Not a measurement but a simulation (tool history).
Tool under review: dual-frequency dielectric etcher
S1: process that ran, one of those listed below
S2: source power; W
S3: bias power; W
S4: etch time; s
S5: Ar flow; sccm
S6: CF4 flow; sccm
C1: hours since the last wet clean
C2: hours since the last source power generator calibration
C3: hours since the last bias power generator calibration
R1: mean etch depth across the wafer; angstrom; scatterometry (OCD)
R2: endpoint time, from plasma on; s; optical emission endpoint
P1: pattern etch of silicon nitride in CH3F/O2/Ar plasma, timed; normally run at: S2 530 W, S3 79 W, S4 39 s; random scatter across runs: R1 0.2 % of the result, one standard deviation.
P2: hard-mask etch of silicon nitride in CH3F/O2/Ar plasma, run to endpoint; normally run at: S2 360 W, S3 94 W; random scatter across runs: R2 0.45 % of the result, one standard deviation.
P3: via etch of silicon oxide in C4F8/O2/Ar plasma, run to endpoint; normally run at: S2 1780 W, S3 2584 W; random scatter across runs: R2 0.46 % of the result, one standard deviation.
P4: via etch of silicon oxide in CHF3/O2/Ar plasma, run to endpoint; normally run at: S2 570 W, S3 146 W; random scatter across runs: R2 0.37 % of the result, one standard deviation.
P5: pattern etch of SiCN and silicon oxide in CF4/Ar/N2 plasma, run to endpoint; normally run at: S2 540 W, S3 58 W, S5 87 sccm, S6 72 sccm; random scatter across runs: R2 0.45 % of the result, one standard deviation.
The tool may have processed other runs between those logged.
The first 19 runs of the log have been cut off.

run	hour	S1	S2	S3	S4	S5	S6	C1	C2	C3	R1	R2
20	239.1	P1	670	79	39			522.1	526.1	773.7	340.44	
21	253.7	P1	530	79	39			536.7	540.7	788.3	312.08	
22	269.4	P1	530	52	39			552.4	556.4	804	271.42	
23	279	P4	570	146				562	566	813.6		455.55
24	289.6	P3	1090	2584				572.6	576.6	824.2		240.41
25	304.1	P1	530	107	39			587.1	591.1	838.7	347.83	
26	311.5	P1	530	95	48			594.5	598.5	846.1	409.83	
27	326.9	P1	530	79	21.5			609.9	613.9	861.5	171.73	
28	336.4	P2	360	94				619.4	623.4	871		65.824
29	345.4	P3	1780	2584				628.4	632.4	880		199.29

What does the tool deliver on the next run?
30	355.2	P1	530	79	39			638.2	642.2	889.8	?	

R1: 311.47 angstrom
